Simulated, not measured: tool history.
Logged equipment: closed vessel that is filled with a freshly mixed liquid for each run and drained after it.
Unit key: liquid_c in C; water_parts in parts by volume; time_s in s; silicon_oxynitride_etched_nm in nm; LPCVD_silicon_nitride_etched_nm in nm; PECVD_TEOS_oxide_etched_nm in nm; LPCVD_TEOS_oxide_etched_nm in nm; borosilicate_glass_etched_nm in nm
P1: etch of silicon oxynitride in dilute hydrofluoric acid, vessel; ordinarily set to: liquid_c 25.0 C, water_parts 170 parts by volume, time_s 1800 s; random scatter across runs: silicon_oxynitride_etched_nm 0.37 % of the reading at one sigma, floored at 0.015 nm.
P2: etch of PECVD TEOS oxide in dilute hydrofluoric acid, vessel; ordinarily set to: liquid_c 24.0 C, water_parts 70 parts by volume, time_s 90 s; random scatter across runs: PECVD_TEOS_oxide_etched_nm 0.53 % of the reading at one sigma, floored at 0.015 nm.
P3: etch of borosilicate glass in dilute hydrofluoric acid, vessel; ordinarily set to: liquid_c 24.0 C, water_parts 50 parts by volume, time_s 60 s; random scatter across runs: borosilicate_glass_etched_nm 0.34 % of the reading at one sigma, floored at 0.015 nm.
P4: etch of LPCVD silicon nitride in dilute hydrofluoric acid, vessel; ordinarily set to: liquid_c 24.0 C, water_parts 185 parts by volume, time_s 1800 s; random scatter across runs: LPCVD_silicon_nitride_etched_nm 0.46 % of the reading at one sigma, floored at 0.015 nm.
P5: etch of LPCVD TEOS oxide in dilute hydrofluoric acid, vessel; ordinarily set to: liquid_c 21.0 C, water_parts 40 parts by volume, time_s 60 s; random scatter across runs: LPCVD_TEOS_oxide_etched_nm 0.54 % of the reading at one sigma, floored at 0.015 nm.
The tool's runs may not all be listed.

run,hour,process,liquid_c,water_parts,time_s,silicon_oxynitride_etched_nm,LPCVD_silicon_nitride_etched_nm,PECVD_TEOS_oxide_etched_nm,LPCVD_TEOS_oxide_etched_nm,borosilicate_glass_etched_nm
1,4.4,P1,25.0,170,1800,19.8850,,,,
2,8.7,P4,24.0,185,3350,,8.6619,,,
3,14.1,P1,25.0,170,3450,38.1100,,,,
4,19.6,P1,25.0,170,1800,19.7260,,,,
# hour 21.0: thermometer replaced
5,23.9,P1,18.0,170,1800,14.3650,,,,
6,29.0,P2,24.0,120,90,,,20.765,,
7,34.3,P5,17.0,40,60,,,,30.159,
8,40.1,P1,30.0,170,1800,24.6640,,,,
9,45.8,P2,24.0,70,90,,,38.023,,
10,50.7,P2,17.0,70,90,,,28.347,,
11,54.7,P5,21.0,40,60,,,,35.286,
12,59.9,P3,24.0,50,60,,,,,36.362
13,62.9,P4,24.0,185,1800,,4.6276,,,
14,69.1,P2,24.0,70,40,,,17.031,,
15,72.7,P1,31.0,170,505,7.2248,,,,
16,78.1,P5,21.0,40,60,,,,35.269,
17,84.5,P1,25.0,300,3255,18.3480,,,,
18,88.9,P2,24.0,70,90,,,38.156,,
19,94.8,P1,25.0,170,1800,19.8920,,,,
20,97.9,P4,24.0,320,1800,,2.6789,,,
21,102.1,P1,25.0,170,1800,19.9070,,,,
22,108.4,P3,24.0,50,30,,,,,18.364
23,111.6,P1,25.0,170,1800,19.9080,,,,
24,117.0,P5,21.0,40,95,,,,56.381,
25,122.2,P1,25.0,260,1800,12.1760,,,,
26,125.3,P1,25.0,270,3175,20.4650,,,,
27,130.8,P1,25.0,45,1800,83.1370,,,,
28,134.1,P3,17.5,50,60,,,,,27.920
29,138.3,P5,21.0,70,60,,,,19.336,
30,144.8,P1,25.0,170,525,5.7965,,,,
31,150.5,P3,24.0,20,60,,,,,94.711
32,155.1,P1,25.0,170,1800,19.8500,,,,
33,160.5,P4,17.0,185,1800,,2.9290,,,
34,166.6,P3,24.0,50,60,,,,,36.612
35,171.7,P1,25.0,170,1800,19.8580,,,,

What will run 36 give?
36,177.2,P1,25.0,170,1800,?,,,,

Run 36 yielded silicon_oxynitride_etched_nm 19.2780 nm.
